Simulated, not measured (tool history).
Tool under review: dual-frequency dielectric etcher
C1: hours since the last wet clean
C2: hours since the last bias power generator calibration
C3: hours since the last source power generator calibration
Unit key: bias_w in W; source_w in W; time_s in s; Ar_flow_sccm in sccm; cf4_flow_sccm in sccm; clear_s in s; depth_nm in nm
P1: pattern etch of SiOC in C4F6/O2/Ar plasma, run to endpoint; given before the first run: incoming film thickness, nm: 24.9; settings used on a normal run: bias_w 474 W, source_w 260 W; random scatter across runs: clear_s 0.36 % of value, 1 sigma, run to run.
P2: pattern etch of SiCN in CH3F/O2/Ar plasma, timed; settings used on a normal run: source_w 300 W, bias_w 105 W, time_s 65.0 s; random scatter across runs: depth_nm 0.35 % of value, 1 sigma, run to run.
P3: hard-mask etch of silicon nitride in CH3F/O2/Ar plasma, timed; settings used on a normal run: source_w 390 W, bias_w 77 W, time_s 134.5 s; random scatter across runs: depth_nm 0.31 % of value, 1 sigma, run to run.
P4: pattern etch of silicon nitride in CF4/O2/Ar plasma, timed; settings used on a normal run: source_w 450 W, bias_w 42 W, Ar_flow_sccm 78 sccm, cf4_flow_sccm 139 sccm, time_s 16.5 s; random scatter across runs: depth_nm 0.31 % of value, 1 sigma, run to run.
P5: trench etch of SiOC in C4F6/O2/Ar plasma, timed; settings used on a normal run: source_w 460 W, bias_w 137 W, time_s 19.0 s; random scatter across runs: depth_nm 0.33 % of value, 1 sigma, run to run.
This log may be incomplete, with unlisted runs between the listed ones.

Run 1, day 0.500: process P1, bias_w 474 W, source_w 260 W; C1 264.3; C2 2617.8; C3 1517.7. Result: clear_s 9.9405 s.
Run 2, day 1.133: process P2, bias_w 80 W, source_w 300 W, time_s 65.0 s; C1 279.5; C2 2633.0; C3 1532.9. Result: depth_nm 24.454 nm.
Run 3, day 1.700: process P1, bias_w 474 W, source_w 330 W; C1 293.1; C2 2646.6; C3 1546.5. Result: clear_s 9.1484 s.
Run 4, day 2.404: process P1, bias_w 638 W, source_w 260 W; C1 310.0; C2 2663.5; C3 1563.4. Result: clear_s 8.9116 s.
Run 5, day 3.092: process P5, bias_w 137 W, source_w 460 W, time_s 19.0 s; C1 326.5; C2 2680.0; C3 1579.9. Result: depth_nm 38.566 nm.
Run 6, day 3.604: process P4, bias_w 42 W, source_w 450 W, time_s 16.5 s, Ar_flow_sccm 78 sccm, cf4_flow_sccm 139 sccm; C1 338.8; C2 2692.3; C3 1592.2. Result: depth_nm 29.114 nm.
Run 7, day 4.083: process P5, bias_w 137 W, source_w 630 W, time_s 19.0 s; C1 350.3; C2 2703.8; C3 1603.7. Result: depth_nm 43.744 nm.
Run 8, day 4.546: process P1, bias_w 474 W, source_w 260 W; C1 361.4; C2 2714.9; C3 1614.8. Result: clear_s 10.0910 s.
Run 9, day 5.179: process P1, bias_w 355 W, source_w 350 W; C1 376.6; C2 2730.1; C3 1630.0. Result: clear_s 9.9633 s.
Run 10, day 5.862: process P4, bias_w 42 W, source_w 280 W, time_s 16.5 s, Ar_flow_sccm 78 sccm, cf4_flow_sccm 139 sccm; C1 393.0; C2 2746.5; C3 1646.4. Result: depth_nm 19.085 nm.
Run 11, day 6.467: process P2, bias_w 105 W, source_w 300 W, time_s 65.0 s; C1 407.5; C2 2761.0; C3 1660.9. Result: depth_nm 27.025 nm.
Run 12, day 6.808: process P3, bias_w 77 W, source_w 390 W, time_s 94.5 s; C1 415.7; C2 2769.2; C3 1669.1. Result: depth_nm 66.799 nm.
Run 13, day 7.592: process P4, bias_w 34 W, source_w 450 W, time_s 16.5 s, Ar_flow_sccm 78 sccm, cf4_flow_sccm 139 sccm; C1 434.5; C2 2788.0; C3 1687.9. Result: depth_nm 27.181 nm.
Run 14, day 8.054: process P1, bias_w 474 W, source_w 260 W; C1 445.6; C2 2799.1; C3 1699.0. Result: clear_s 9.9981 s.
Run 15, day 8.692: process P3, bias_w 77 W, source_w 390 W, time_s 134.5 s; C1 460.9; C2 2814.4; C3 1714.3. Result: depth_nm 95.544 nm.
Run 16, day 9.221: process P1, bias_w 474 W, source_w 260 W; C1 473.6; C2 2827.1; C3 1727.0. Result: clear_s 9.9991 s.
Run 17, day 9.808: process P1, bias_w 474 W, source_w 260 W; C1 487.7; C2 2841.2; C3 1741.1. Result: clear_s 10.0010 s.
Run 18, day 10.300: process P4, bias_w 42 W, source_w 450 W, time_s 9.0 s, Ar_flow_sccm 78 sccm, cf4_flow_sccm 139 sccm; C1 499.5; C2 2853.0; C3 1752.9. Result: depth_nm 15.844 nm.
Run 19, day 10.967: process P1, bias_w 474 W, source_w 160 W; C1 515.5; C2 2869.0; C3 1768.9. Result: clear_s 11.9360 s.
Run 20, day 11.488: process P2, bias_w 105 W, source_w 300 W, time_s 93.0 s; C1 528.0; C2 2881.5; C3 1781.4. Result: depth_nm 38.758 nm.
Run 21, day 12.100: process P5, bias_w 137 W, source_w 460 W, time_s 27.5 s; C1 542.7; C2 2896.2; C3 1796.1. Result: depth_nm 55.895 nm.
Run 22, day 12.625: process P1, bias_w 314 W, source_w 170 W; C1 555.3; C2 2908.8; C3 1808.7. Result: clear_s 13.5840 s.
Run 23, day 13.183: process P5, bias_w 137 W, source_w 460 W, time_s 19.0 s; C1 568.7; C2 2922.2; C3 1822.1. Result: depth_nm 38.671 nm.
Run 24, day 13.767: process P4, bias_w 42 W, source_w 450 W, time_s 16.5 s, Ar_flow_sccm 78 sccm, cf4_flow_sccm 82 sccm; C1 582.7; C2 2936.2; C3 1836.1. Result: depth_nm 27.487 nm.
Run 25, day 14.129: process P3, bias_w 104 W, source_w 390 W, time_s 134.5 s; C1 591.4; C2 2944.9; C3 1844.8. Result: depth_nm 106.210 nm.
Run 26, day 14.504: process P5, bias_w 111 W, source_w 460 W, time_s 19.0 s; C1 600.4; C2 2953.9; C3 1853.8. Result: depth_nm 36.564 nm.
Run 27, day 15.092: process P2, bias_w 105 W, source_w 400 W, time_s 65.0 s; C1 614.5; C2 2968.0; C3 1867.9. Result: depth_nm 30.054 nm.
Run 28, day 15.829: process P3, bias_w 77 W, source_w 230 W, time_s 134.5 s; C1 632.2; C2 2985.7; C3 1885.6. Result: depth_nm 78.043 nm.
Run 29, day 16.283: process P4, bias_w 42 W, source_w 450 W, time_s 16.5 s, Ar_flow_sccm 78 sccm, cf4_flow_sccm 139 sccm; C1 643.1; C2 2996.6; C3 1896.5. Result: depth_nm 28.946 nm.
Run 30, day 17.033: process P1, bias_w 474 W, source_w 260 W; C1 661.1; C2 3014.6; C3 1914.5. Result: clear_s 10.0150 s.
Run 31, day 17.512: process P4, bias_w 42 W, source_w 450 W, time_s 16.5 s, Ar_flow_sccm 108 sccm, cf4_flow_sccm 139 sccm; C1 672.6; C2 3026.1; C3 1926.0. Result: depth_nm 28.007 nm.
Run 32, day 17.879: process P1, bias_w 597 W, source_w 160 W; C1 681.4; C2 3034.9; C3 1934.8. Result: clear_s 10.9210 s.
Run 33, day 18.542: process P1, bias_w 315 W, source_w 260 W; C1 697.3; C2 3050.8; C3 1950.7. Result: clear_s 11.6670 s.
Run 34, day 18.908: process P1, bias_w 474 W, source_w 260 W; C1 706.1; C2 3059.6; C3 1959.5. Result: clear_s 9.9740 s.
Run 35, day 19.596: process P1, bias_w 474 W, source_w 260 W; C1 722.6; C2 3076.1; C3 1976.0. Result: clear_s 10.0740 s.
Run 36, day 19.971: process P1, bias_w 474 W, source_w 260 W; C1 731.6; C2 3085.1; C3 1985.0. Result: clear_s 10.0790 s.
Run 37, day 20.433: process P1, bias_w 474 W, source_w 260 W; C1 742.7; C2 3096.2; C3 1996.1. Result: clear_s 10.1120 s.
Run 38, day 21.025: process P1, bias_w 474 W, source_w 260 W; C1 756.9; C2 3110.4; C3 2010.3. Result: clear_s 10.2060 s.
Run 39, day 21.412: process P1, bias_w 474 W, source_w 260 W; C1 766.2; C2 3119.7; C3 2019.6. Result: clear_s 10.2230 s.
At day 21.679: wet clean of the chamber.
Run 40, day 22.150: process P1, bias_w 474 W, source_w 260 W; C1 11.3; C2 3137.4; C3 2037.3. Result: clear_s 10.1520 s.
Run 41, day 22.679: process P1, bias_w 474 W, source_w 260 W; C1 24.0; C2 3150.1; C3 2050.0. Result: clear_s 10.2050 s.
Run 42, day 23.425: process P1, bias_w 474 W, source_w 260 W; C1 41.9; C2 3168.0; C3 2067.9. Result: clear_s 10.2320 s.
Run 43, day 24.112: process P1, bias_w 474 W, source_w 260 W; C1 58.4; C2 3184.5; C3 2084.4. Result: clear_s 10.1930 s.
Run 44, day 24.808: process P1, bias_w 474 W, source_w 260 W; C1 75.1; C2 3201.2; C3 2101.1. Result: clear_s 10.1410 s.

The output of P1 has drifted from where it used to be. Each of the 2 causes below, taken at the size shown beside it, accounts for the log equally well:
A: bias power that arrives under what is set, % = 4.6
B: source power that arrives under what is set, % = 4.72
The process output started creeping at around day 18.908.
The rest of the possible causes, and what rules out each one:
chamber walls in a state that lowers the etch rate, %: was serviced at day 21.679, once the creep was under way, yet the earlier output never came back

Listed below are the offered check runs, one wafer per run, with question marks in place of results. For which of them would the causes give clearly different outcomes?
Run check 1, day 25.504: process P2, bias_w 81 W, source_w 300 W, time_s 89.5 s. Result: depth_nm ?.
Run check 2, day 25.504: process P3, bias_w 77 W, source_w 280 W, time_s 104.5 s. Result: depth_nm ?.
Run check 3, day 25.504: process P5, bias_w 137 W, source_w 610 W, time_s 24.5 s. Result: depth_nm ?.
Run check 4, day 25.504: process P4, bias_w 42 W, source_w 450 W, time_s 10.0 s, Ar_flow_sccm 97 sccm, cf4_flow_sccm 139 sccm. Result: depth_nm ?.

How each check would come out, cause by cause:
  check    result    if A    if B
check 1  depth_nm  33.231  33.211
check 2  depth_nm  64.288  64.201
check 3  depth_nm  55.014  54.690
check 4  depth_nm  16.965  16.525
Distance between the nearest two causes, measured in the result of the check that separates them most: check 1 0.06 %; check 2 0.13 %; check 3 0.59 %; check 4 2.62 %
The causes can be told apart only by check 4. The other checks would give nearly the same results under each of them.

Check 4 was then run and gave: depth_nm 16.546 nm. Which cause is it?

The correct cause is B, namely: source power that arrives under what is set, %.
